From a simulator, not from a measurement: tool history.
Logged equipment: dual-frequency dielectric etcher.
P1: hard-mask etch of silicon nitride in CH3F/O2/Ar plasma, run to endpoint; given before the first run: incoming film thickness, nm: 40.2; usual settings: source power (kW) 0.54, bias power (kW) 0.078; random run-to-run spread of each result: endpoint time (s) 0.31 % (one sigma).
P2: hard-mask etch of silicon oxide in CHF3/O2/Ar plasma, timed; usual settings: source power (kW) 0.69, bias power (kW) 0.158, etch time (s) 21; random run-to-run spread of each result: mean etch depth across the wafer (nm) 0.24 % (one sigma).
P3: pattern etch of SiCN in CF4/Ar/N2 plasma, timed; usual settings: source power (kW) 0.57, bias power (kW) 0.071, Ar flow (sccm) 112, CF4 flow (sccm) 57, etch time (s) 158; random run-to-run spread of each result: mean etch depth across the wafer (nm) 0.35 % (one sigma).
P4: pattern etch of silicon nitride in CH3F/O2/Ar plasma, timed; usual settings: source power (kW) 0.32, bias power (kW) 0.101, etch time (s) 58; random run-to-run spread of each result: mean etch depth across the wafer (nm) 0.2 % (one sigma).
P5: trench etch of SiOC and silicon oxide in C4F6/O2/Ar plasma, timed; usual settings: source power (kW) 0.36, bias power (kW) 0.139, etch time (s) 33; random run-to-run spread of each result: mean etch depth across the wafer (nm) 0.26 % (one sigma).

run	hour	process that ran	source power (kW)	bias power (kW)	etch time (s)	Ar flow (sccm)	CF4 flow (sccm)	endpoint time (s)	mean etch depth across the wafer (nm)
1	7.6	P1	0.54	0.078				49.932	
2	14.8	P1	0.32	0.099				55.764	
3	25.6	P1	0.37	0.109				51.331	
4	34.7	P1	0.54	0.078				50.111	
5	44.5	P4	0.32	0.101	58				41.614
6	51.4	P5	0.36	0.139	33				59.776
7	60.1	P4	0.32	0.069	58				36.077
8	65.2	P4	0.23	0.101	58				36.548
9	72.4	P5	0.36	0.082	33				51.377
10	82.2	P5	0.48	0.139	33				66.978
11	92.8	P3	0.57	0.071	158	112	39		145.51
12	103.4	P1	0.65	0.078				46.491	
13	111.4	P1	0.33	0.078				60.292	
14	119.6	P2	0.69	0.158	14.5				29.241
15	127.9	P1	0.54	0.078				50.242	
16	137.4	P4	0.32	0.101	70.5				50.381
17	149	P3	0.57	0.071	158	112	57		155.51
18	157.8	P4	0.32	0.101	58				41.51
19	169	P3	0.57	0.071	158	135	57		149.16
20	175.4	P1	0.54	0.078				50.214	
21	185.5	P3	0.46	0.071	158	112	57		128.44
22	192.8	P3	0.57	0.071	158	112	57		154.4
23	204.5	P3	0.57	0.045	158	112	57		132.82
24	212.2	P2	0.49	0.158	21				37.047
25	217.4	P1	0.54	0.078				49.82	
26	223.7	P1	0.54	0.11				44.406	
27	233.5	P5	0.36	0.139	33				59.965
28	242	P2	0.69	0.158	21				42.436
29	251.7	P3	0.57	0.071	87	112	57		85.301
30	258.4	P1	0.42	0.05				64.014	
31	267.4	P2	0.69	0.21	21				46.438
32	274.3	P5	0.36	0.139	48.5				87.501
33	284.6	P1	0.54	0.078				50.285	
34	291.7	P2	0.69	0.158	21				42.253
35	299.7	P1	0.54	0.05				58.027	
36	311.6	P1	0.54	0.078				49.831	
37	318.2	P1	0.54	0.078				50.426	
38	327.8	P1	0.54	0.078				50.501	
39	335.6	P1	0.54	0.078				50.854	
# hour 340.9: wet clean of the chamber
40	341.4	P1	0.54	0.078				50.914	
41	348.6	P1	0.54	0.078				50.805	
42	357.1	P1	0.54	0.078				50.827	
43	364	P1	0.54	0.078				50.76	
44	373.4	P1	0.54	0.078				50.913	
45	378.9	P1	0.54	0.078				51.153	
46	384.4	P1	0.54	0.078				51.017	

What P1 gives has crept away from where it was. These 2 causes fit the log equally well, each at the size given:
A: source power that arrives under what is set, % = 3.96
B: bias power that arrives under what is set, % = 4.43
At approximately hour 311.6, the process output began to creep.
What rules out each remaining cause:
chamber walls in a state that lowers the etch rate, %: serviced after onset, at hour 340.9, with no recovery of the prior output

Which of the check runs below tells the causes apart, meaning the causes would give it clearly different results? Each run uses 2 wafers whose results are averaged, and each result is shown as a question mark.
check 1	389.9	P2	0.69	0.204	21				?
check 2	389.9	P3	0.57	0.052	112	112	57		?
check 3	389.9	P4	0.32	0.07	58				?
check 4	389.9	P5	0.36	0.102	44				?

Expected result of each check under each candidate cause:
check	result	if A	if B
check 1	mean etch depth across the wafer (nm)	45.482	45.481
check 2	mean etch depth across the wafer (nm)	95.062	97.038
check 3	mean etch depth across the wafer (nm)	35.739	35.726
check 4	mean etch depth across the wafer (nm)	71.617	71.886
Per-check spread between the two closest causes, in the result where they differ most: check 1 0 %; check 2 2.06 %; check 3 0.04 %; check 4 0.37 %
Only in check 2 would the causes give clearly different results; in the remaining checks their results would be nearly the same.

Running check 2 produced the following: mean etch depth across the wafer (nm) 97.045. Which one of the listed causes fits?

It was cause B: bias power that arrives under what is set, %.

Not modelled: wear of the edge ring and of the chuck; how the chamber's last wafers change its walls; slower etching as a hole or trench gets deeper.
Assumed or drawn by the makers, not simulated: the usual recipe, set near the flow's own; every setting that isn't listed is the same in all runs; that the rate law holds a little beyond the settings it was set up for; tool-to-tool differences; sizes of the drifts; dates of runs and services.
